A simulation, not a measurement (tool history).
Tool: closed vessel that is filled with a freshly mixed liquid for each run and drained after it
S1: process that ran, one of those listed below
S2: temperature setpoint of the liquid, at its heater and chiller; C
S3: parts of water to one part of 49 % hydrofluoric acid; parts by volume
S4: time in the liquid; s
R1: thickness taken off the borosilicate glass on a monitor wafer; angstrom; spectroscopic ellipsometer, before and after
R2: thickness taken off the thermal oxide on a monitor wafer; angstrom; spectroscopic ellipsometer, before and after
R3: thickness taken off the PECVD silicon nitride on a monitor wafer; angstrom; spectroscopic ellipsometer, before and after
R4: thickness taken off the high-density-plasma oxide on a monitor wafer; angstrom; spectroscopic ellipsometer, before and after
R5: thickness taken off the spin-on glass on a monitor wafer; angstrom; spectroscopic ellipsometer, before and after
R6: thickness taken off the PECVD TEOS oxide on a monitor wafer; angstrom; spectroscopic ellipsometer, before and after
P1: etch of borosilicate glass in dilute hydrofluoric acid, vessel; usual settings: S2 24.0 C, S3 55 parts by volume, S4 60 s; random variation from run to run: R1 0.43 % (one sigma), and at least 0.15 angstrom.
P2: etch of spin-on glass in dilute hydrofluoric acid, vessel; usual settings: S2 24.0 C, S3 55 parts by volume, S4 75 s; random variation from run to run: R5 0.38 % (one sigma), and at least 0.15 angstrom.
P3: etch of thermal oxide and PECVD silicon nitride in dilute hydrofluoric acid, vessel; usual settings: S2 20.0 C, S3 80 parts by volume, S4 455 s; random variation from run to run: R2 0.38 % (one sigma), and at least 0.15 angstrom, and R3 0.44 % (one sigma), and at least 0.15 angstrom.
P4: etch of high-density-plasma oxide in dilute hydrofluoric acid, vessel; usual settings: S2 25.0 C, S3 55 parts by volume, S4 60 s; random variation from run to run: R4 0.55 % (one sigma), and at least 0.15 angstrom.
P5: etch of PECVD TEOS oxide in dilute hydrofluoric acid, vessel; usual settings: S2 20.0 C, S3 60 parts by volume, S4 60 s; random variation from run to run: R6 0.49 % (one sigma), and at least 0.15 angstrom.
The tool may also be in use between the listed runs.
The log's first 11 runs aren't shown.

Run 12, hour 130.0: S1 P2, S2 24.0 C, S3 55 parts by volume, S4 75 s. Result: R5 427.35 angstrom.
Run 13, hour 141.9: S1 P1, S2 24.0 C, S3 20 parts by volume, S4 60 s. Result: R1 1796.90 angstrom.
Run 14, hour 150.9: S1 P1, S2 24.0 C, S3 105 parts by volume, S4 60 s. Result: R1 307.62 angstrom.
Run 15, hour 161.1: S1 P5, S2 20.0 C, S3 60 parts by volume, S4 100 s. Result: R6 251.77 angstrom.
Run 16, hour 169.4: S1 P3, S2 20.0 C, S3 110 parts by volume, S4 455 s. Result: R2 158.65 angstrom, R3 174.43 angstrom.
Run 17, hour 181.9: S1 P2, S2 24.0 C, S3 85 parts by volume, S4 75 s. Result: R5 266.49 angstrom.
Run 18, hour 193.8: S1 P1, S2 24.0 C, S3 55 parts by volume, S4 30 s. Result: R1 312.44 angstrom.
Run 19, hour 201.8: S1 P1, S2 20.0 C, S3 55 parts by volume, S4 60 s. Result: R1 526.69 angstrom.
Run 20, hour 208.9: S1 P2, S2 24.0 C, S3 55 parts by volume, S4 150 s. Result: R5 851.46 angstrom.
Run 21, hour 217.0: S1 P4, S2 25.0 C, S3 55 parts by volume, S4 60 s. Result: R4 88.869 angstrom.
Run 22, hour 224.0: S1 P2, S2 28.0 C, S3 55 parts by volume, S4 75 s. Result: R5 501.59 angstrom.
Run 23, hour 231.5: S1 P3, S2 20.0 C, S3 80 parts by volume, S4 865 s. Result: R2 433.30 angstrom, R3 449.76 angstrom.
Run 24, hour 244.4: S1 P5, S2 17.0 C, S3 60 parts by volume, S4 60 s. Result: R6 133.49 angstrom.
Run 25, hour 255.2: S1 P5, S2 20.0 C, S3 20 parts by volume, S4 60 s. Result: R6 479.86 angstrom.

The next listed run, before its measurement:
Run 26, hour 268.4: S1 P3, S2 17.0 C, S3 80 parts by volume, S4 455 s. Result: R2 ?, R3 ?.

{"run 26": {"R2": 201.51, "R3": 192.41}}

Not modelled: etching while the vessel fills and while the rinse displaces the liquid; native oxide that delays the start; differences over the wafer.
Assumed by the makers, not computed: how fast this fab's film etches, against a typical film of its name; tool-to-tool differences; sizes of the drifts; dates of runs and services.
